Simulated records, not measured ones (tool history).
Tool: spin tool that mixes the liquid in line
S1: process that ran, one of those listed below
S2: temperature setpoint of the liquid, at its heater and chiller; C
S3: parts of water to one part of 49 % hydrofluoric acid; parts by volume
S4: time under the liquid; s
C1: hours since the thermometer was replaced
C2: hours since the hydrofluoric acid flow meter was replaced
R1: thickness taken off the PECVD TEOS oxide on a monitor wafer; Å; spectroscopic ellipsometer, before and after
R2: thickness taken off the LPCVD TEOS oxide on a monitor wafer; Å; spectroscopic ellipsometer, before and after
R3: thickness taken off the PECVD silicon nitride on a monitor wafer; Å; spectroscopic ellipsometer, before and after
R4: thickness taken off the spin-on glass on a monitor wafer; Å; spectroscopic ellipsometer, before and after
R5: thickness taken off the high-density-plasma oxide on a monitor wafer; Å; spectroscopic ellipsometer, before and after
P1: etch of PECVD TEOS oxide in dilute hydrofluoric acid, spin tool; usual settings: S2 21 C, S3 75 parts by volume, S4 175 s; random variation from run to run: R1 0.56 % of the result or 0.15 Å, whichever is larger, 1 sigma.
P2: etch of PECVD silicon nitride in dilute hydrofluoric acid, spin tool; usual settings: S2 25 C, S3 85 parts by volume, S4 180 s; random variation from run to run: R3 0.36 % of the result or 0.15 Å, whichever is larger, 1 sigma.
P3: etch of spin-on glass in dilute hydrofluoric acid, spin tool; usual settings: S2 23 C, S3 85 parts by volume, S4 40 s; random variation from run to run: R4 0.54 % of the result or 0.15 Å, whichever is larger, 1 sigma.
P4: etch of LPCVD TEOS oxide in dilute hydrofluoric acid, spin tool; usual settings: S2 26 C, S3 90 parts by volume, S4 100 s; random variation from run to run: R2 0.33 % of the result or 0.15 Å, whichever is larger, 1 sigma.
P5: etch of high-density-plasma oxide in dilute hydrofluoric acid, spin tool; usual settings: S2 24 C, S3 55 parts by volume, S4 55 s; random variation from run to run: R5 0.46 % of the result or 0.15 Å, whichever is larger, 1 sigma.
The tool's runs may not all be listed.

run    day  S1    S2   S3   S4     C1     C2      R1      R2      R3      R4      R5
  1  0.192  P1    21   75  175  217.3   64.7  315.54
  2  0.358  P1    21  135  175  221.3   68.7  164.24
  3  0.638  P4    26   90  100    228   75.4          419.77
  4  0.917  P1    21   75   90  234.7   82.1  162.73
  5  1.254  P2    25   50  180  242.8   90.2                  97.287
  6  1.483  P3    23   85   40  248.3   95.7                          174.69
  7  1.692  P1    21   75  325  253.3  100.7  588.22
  8  2.038  P3    17   85   40  261.6    109                          136.74
  9  2.304  P2    25   85  180    268  115.4                  57.987
 10  2.562  P1    21   20  175  274.2  121.6  1271.9
 11  2.775  P1    21   75  175  279.3  126.7  313.81
 12  3.079  P1    21   75  175  286.6    134  314.69
 13  3.379  P1  17.5   75  175  293.8  141.2  272.68
 14  3.667  P1    21   75  175  300.7  148.1  317.07
 15  3.838  P1    21   75  175  304.8  152.2  314.47
 16  4.175  P3    23  150   40  312.9  160.3                          92.904
 17   4.45  P1    21   35   70  319.5  166.9  285.98
 18  4.796  P1    27   75  175  327.8  175.2  406.28
 19  5.117  P2    25   85   15  335.5  182.9                  4.9036
 20  5.371  P4    26  155  100  341.6    189          225.33
 21  5.675  P4    20   90  100  348.9  196.3          330.26
 22  5.854  P5    24   95   55  353.2  200.6                                  30.455
     5.892  -- thermometer replaced
 23  6.154  P4    26   90  100    6.4  207.8          422.52
 24  6.408  P5    24   55   15   12.5  213.9                                  15.123
 25  6.583  P5    32   55   55   16.7  218.1                                  75.659
 26  6.738  P2    33   85  180   20.4  221.8                   96.53
 27  7.025  P3    23   85   70   27.3  228.7                          307.45
 28  7.242  P5    24   55   55   32.5  233.9                                   55.37
 29  7.408  P4    26   90   55   36.5  237.9          230.48
 30    7.7  P1    21   75  175   43.5  244.9  315.28
 31  7.992  P1    21   75  175   50.5  251.9  327.25
 32  8.238  P1    21   75  175   56.4  257.8  328.86
 33  8.512  P1    21   75  175     63  264.4  331.36
 34  8.725  P1    21   75  175   68.1  269.5  332.06
 35  9.046  P1    21   75  175   75.8  277.2  333.69
 36  9.367  P1    21   75  175   83.5  284.9  335.68
 37  9.525  P1    21   75  175   87.3  288.7  334.96

What P1 gives has crept away from where it was. These 2 causes fit the log equally well, each at the size given:
A: liquid hotter than its thermometer reads (K) = 1.47
B: hydrofluoric acid flow above the setpoint (%) = 5.72
The creep began at about day 7.7.

4 check runs are offered, one wafer each, their results left as question marks. Which one tells the causes apart?
check 1  9.683  P2  25  85  180                   ?
check 2  9.683  P5  24  55   55                           ?
check 3  9.683  P3  23  85   40                       ?
check 4  9.683  P4  26  90  100               ?

What each check would give under each cause:
  check  result    if A    if B
check 1      R3  63.553  60.987
check 2      R5  58.695   58.68
check 3      R4  186.88   187.3
check 4      R2  445.37  447.49
How far apart the two closest causes lie, in the result that separates them most: check 1 4.12 %; check 2 0.03 %; check 3 0.23 %; check 4 0.48 %
Only check 1 tells the causes apart: in the others they would give nearly the same result.

Then check 1 was run and gave: R3 63.489 Å. Which cause is it?

It is A: liquid hotter than its thermometer reads (K).
